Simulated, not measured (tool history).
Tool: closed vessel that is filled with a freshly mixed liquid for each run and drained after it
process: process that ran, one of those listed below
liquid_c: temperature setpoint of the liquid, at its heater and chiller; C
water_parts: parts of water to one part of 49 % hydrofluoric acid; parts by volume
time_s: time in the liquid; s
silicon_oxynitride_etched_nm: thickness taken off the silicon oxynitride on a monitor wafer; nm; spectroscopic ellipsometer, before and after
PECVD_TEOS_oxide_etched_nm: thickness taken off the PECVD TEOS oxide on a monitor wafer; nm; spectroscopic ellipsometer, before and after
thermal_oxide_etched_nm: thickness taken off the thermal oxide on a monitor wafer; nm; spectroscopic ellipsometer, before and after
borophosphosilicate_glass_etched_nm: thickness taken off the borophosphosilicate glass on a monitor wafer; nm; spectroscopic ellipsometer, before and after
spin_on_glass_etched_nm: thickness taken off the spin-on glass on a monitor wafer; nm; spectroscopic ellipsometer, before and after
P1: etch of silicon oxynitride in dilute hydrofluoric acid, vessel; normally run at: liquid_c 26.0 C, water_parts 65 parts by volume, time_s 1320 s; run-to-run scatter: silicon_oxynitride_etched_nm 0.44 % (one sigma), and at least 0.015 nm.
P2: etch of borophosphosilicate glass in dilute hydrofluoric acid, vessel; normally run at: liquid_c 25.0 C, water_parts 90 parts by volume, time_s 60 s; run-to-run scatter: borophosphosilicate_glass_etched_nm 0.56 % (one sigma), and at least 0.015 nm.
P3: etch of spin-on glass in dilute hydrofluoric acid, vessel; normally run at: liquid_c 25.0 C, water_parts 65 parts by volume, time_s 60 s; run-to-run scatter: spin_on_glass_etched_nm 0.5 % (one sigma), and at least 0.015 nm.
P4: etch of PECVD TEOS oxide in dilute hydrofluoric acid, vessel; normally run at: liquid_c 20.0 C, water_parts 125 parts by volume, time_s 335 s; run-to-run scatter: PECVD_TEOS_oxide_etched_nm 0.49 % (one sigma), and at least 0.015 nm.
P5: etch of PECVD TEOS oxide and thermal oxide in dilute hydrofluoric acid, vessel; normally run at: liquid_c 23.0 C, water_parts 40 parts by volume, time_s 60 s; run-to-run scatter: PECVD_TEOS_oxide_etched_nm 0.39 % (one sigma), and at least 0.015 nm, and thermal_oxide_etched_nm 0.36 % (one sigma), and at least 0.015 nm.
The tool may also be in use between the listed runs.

run	hour	process	liquid_c	water_parts	time_s	silicon_oxynitride_etched_nm	PECVD_TEOS_oxide_etched_nm	thermal_oxide_etched_nm	borophosphosilicate_glass_etched_nm	spin_on_glass_etched_nm
1	14.5	P1	26.0	65	1320	33.82100				
2	22.0	P5	23.0	20	60		89.285	14.9470		
3	36.5	P1	26.0	65	1320	33.79300				
4	44.6	P5	23.0	40	60		43.532	7.2060		
5	54.3	P4	20.0	205	335		13.918			
6	66.7	P2	25.0	90	60				31.582	
7	75.3	P3	25.0	65	60					26.988
8	88.4	P1	30.5	65	1320	42.07100				
9	103.1	P1	26.0	20	420	36.19500				
10	118.8	P1	26.0	65	1320	33.96000				
11	134.4	P5	23.0	40	60		43.336	7.2675		
12	149.8	P1	26.0	105	1320	20.24200				
13	162.8	P5	23.0	40	30		21.653	3.5834		
14	174.5	P1	32.0	65	465	15.76500				
15	190.2	P2	18.5	90	60				24.540	
16	203.9	P2	25.0	90	60				31.651	
17	213.2	P4	20.0	125	610		45.034			
18	226.5	P1	26.0	65	1320	33.96900				
19	236.6	P5	31.0	40	60		59.683	9.9994		
20	246.4	P2	25.0	25	60				123.820	
21	258.7	P3	25.0	65	120					54.509
22	271.6	P4	28.0	125	335		33.860			
23	285.3	P1	26.0	65	30	0.78319				
24	296.7	P1	26.0	20	1320	114.66000				
25	312.8	P4	20.0	125	335		24.857			
26	324.3	P1	22.0	65	1320	27.76400				
27	332.3	P3	18.5	65	60					20.725
28	345.7	P3	25.0	20	60					93.713
29	354.1	P1	26.0	65	1965	50.43600				
30	368.4	P2	25.0	90	30				15.905	
31	376.3	P1	31.5	65	70	2.34750				
32	389.8	P3	25.0	65	60					26.805
33	398.5	P4	20.0	125	335		24.809			
34	407.8	P1	26.0	65	1320	33.63700				
35	415.6	P1	26.0	65	1320	33.66300				
36	428.7	P1	26.0	65	1320	32.74100				
37	439.5	P1	26.0	65	1320	32.04500				
38	454.4	P1	26.0	65	1320	31.68200				
39	464.8	P1	26.0	65	1320	31.45800				
40	474.1	P1	26.0	65	1320	31.47400				
41	490.4	P1	26.0	65	1320	31.00900				
42	506.0	P1	26.0	65	1320	31.42400				
43	519.4	P1	26.0	65	1320	30.95500				

What P1 gives has crept away from where it was. These 2 causes fit the log equally well, each at the size given:
A: liquid colder than its thermometer reads (K) = 1.71
B: hydrofluoric acid flow below the setpoint (%) = 7.41
The creep began at about hour 415.6.

4 check runs are offered, each on 2 wafers whose results are averaged, their results left as question marks. Which one tells the causes apart?
check 1	532.8	P5	23.0	20	35		?	?		
check 2	532.8	P3	20.5	40	60					?
check 3	532.8	P4	27.5	200	335		?			
check 4	532.8	P2	25.0	25	60				?	

What each check would give under each cause:
check	result	if A	if B
check 1	PECVD_TEOS_oxide_etched_nm	48.240	47.956
check 1	thermal_oxide_etched_nm	8.0617	8.0142
check 2	spin_on_glass_etched_nm	35.018	34.755
check 3	PECVD_TEOS_oxide_etched_nm	17.817	17.220
check 4	borophosphosilicate_glass_etched_nm	115.990	115.080
How far apart the two closest causes lie, in the result that separates them most: check 1 0.59 %; check 2 0.75 %; check 3 3.41 %; check 4 0.79 %
Check 3 tells the causes apart: in the others they would give nearly the same result.

Then check 3 was run and gave: PECVD_TEOS_oxide_etched_nm 17.137 nm. Which cause is it?

It is B: hydrofluoric acid flow below the setpoint (%).

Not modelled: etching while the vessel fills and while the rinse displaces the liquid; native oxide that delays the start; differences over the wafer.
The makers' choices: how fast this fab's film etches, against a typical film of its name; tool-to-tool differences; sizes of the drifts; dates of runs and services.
